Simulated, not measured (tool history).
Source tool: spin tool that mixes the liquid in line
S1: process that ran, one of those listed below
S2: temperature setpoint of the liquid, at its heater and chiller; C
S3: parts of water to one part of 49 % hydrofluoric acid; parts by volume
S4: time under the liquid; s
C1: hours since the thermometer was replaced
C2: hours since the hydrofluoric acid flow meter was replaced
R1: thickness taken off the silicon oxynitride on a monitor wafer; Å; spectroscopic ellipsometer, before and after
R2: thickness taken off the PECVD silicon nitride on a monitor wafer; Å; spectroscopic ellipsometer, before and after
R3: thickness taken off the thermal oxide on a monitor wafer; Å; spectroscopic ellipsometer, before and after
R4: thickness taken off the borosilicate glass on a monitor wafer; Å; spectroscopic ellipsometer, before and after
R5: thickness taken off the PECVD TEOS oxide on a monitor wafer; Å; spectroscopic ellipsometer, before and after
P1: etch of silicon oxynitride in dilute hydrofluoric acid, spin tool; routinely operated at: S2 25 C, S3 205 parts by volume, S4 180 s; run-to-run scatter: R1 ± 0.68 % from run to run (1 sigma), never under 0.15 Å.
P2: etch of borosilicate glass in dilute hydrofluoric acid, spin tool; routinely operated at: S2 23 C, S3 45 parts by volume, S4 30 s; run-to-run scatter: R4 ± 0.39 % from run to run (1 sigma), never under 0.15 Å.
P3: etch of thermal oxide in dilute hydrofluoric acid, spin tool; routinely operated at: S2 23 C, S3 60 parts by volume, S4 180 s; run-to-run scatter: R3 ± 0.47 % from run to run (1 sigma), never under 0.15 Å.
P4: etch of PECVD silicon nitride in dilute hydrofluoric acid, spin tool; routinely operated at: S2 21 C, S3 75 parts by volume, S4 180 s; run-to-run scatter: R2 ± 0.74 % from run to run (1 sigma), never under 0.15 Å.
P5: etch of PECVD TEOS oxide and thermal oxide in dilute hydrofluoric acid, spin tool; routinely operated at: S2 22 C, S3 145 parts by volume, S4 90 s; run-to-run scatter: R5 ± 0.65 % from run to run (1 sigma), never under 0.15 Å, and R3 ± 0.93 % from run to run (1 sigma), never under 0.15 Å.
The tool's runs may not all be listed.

run,hour,S1,S2,S3,S4,C1,C2,R1,R2,R3,R4,R5
1,2.9,P1,25,205,180,239.3,1239.6,40.457,,,,
2,6.7,P1,25,205,180,243.1,1243.4,40.222,,,,
3,8.6,P1,25,205,180,245,1245.3,39.983,,,,
4,10.8,P4,17,75,180,247.2,1247.5,,25.166,,,
5,14.9,P1,25,205,300,251.3,1251.6,67.344,,,,
6,16.9,P1,25,105,180,253.3,1253.6,85.355,,,,
7,20.6,P1,25,205,15,257,1257.3,3.0772,,,,
8,22.5,P3,17.5,60,180,258.9,1259.2,,,117.63,,
9,26.3,P2,30.5,45,30,262.7,1263,,,,178.74,
10,29.7,P1,25,355,180,266.1,1266.4,21.113,,,,
11,33.8,P2,23,45,30,270.2,1270.5,,,,133.26,
12,36.2,P1,25,205,180,272.6,1272.9,40.601,,,,
13,39.2,P2,23,45,15,275.6,1275.9,,,,65.762,
14,43.3,P1,25,205,180,279.7,1280,40.518,,,,
15,47,P3,23,60,180,283.4,1283.7,,,148.17,,
16,51.1,P1,25,205,180,287.5,1287.8,40.243,,,,
# hour 52.5: hydrofluoric acid flow meter replaced
17,55.2,P5,22,225,90,291.6,2.7,,,15.534,,28.703
18,58.9,P5,22,145,170,295.3,6.4,,,51.094,,90.349
19,62.3,P1,20.5,205,180,298.7,9.8,33.082,,,,
20,64.3,P3,23,60,285,300.7,11.8,,,232.77,,
21,68.2,P5,22,145,90,304.6,15.7,,,26.742,,47.757
22,70.4,P1,31.5,205,180,306.8,17.9,53.192,,,,
23,74.1,P2,23,20,30,310.5,21.6,,,,308.8,
24,76.9,P5,17,145,90,313.3,24.4,,,21.721,,39.616
25,80.6,P3,23,20,180,317,28.1,,,467.08,,
26,84.8,P4,21,75,85,321.2,32.3,,15.711,,,
27,87,P4,21,75,180,323.4,34.5,,33.203,,,
28,91.2,P1,25,85,355,327.6,38.7,214.4,,,,
29,95,P4,21,40,180,331.4,42.5,,60.662,,,
30,98.5,P1,17.5,50,180,334.9,46,130.75,,,,
31,101.3,P1,25,205,180,337.7,48.8,40.338,,,,
32,103.5,P1,25,205,180,339.9,51,41.221,,,,
33,107.1,P1,25,205,180,343.5,54.6,41.579,,,,
34,109.1,P1,25,205,180,345.5,56.6,41.927,,,,
35,113.2,P1,25,205,180,349.6,60.7,42.878,,,,
36,117.4,P1,25,205,180,353.8,64.9,42.702,,,,
37,120.3,P1,25,205,180,356.7,67.8,43.582,,,,
38,124.4,P1,25,205,180,360.8,71.9,42.82,,,,
39,128.1,P1,25,205,180,364.5,75.6,43.012,,,,
40,131.4,P1,25,205,180,367.8,78.9,43.02,,,,
41,133.7,P1,25,205,180,370.1,81.2,43.051,,,,
42,137.6,P1,25,205,180,374,85.1,43.352,,,,

P1 no longer gives what it gave before; its output has crept away from where it was. The following 2 causes, each at its listed size, fit the log equally well:
A: liquid hotter than its thermometer reads (K) = 1.65
B: hydrofluoric acid flow above the setpoint (%) = 6.44
At approximately hour 101.3, the process output began to creep.

Which of the check runs below tells the causes apart, meaning the causes would give it clearly different results? Each run uses 2 wafers whose results are averaged, and each result is shown as a question mark.
check 1,141.5,P3,23,60,180,,,,,?,,
check 2,141.5,P5,22,145,90,,,,,?,,?
check 3,141.5,P4,21,75,180,,,,?,,,
check 4,141.5,P2,23,45,30,,,,,,?,

Outcome of each check run for each possible cause:
check,result,if A,if B
check 1,R3,157.98,157.92
check 2,R3,28.384,28.612
check 2,R5,51.291,51.705
check 3,R2,37.146,35.306
check 4,R4,141.16,140.82
Per-check spread between the two closest causes, in the result where they differ most: check 1 0.04 %; check 2 0.8 %; check 3 5.08 %; check 4 0.24 %
Check 3 distinguishes between the causes, while the remaining checks would return nearly the same result for all of them.

Here is what check 3 returned: R2 35.274 Å. Which cause is it?

Of the candidate causes, it is B: hydrofluoric acid flow above the setpoint (%).
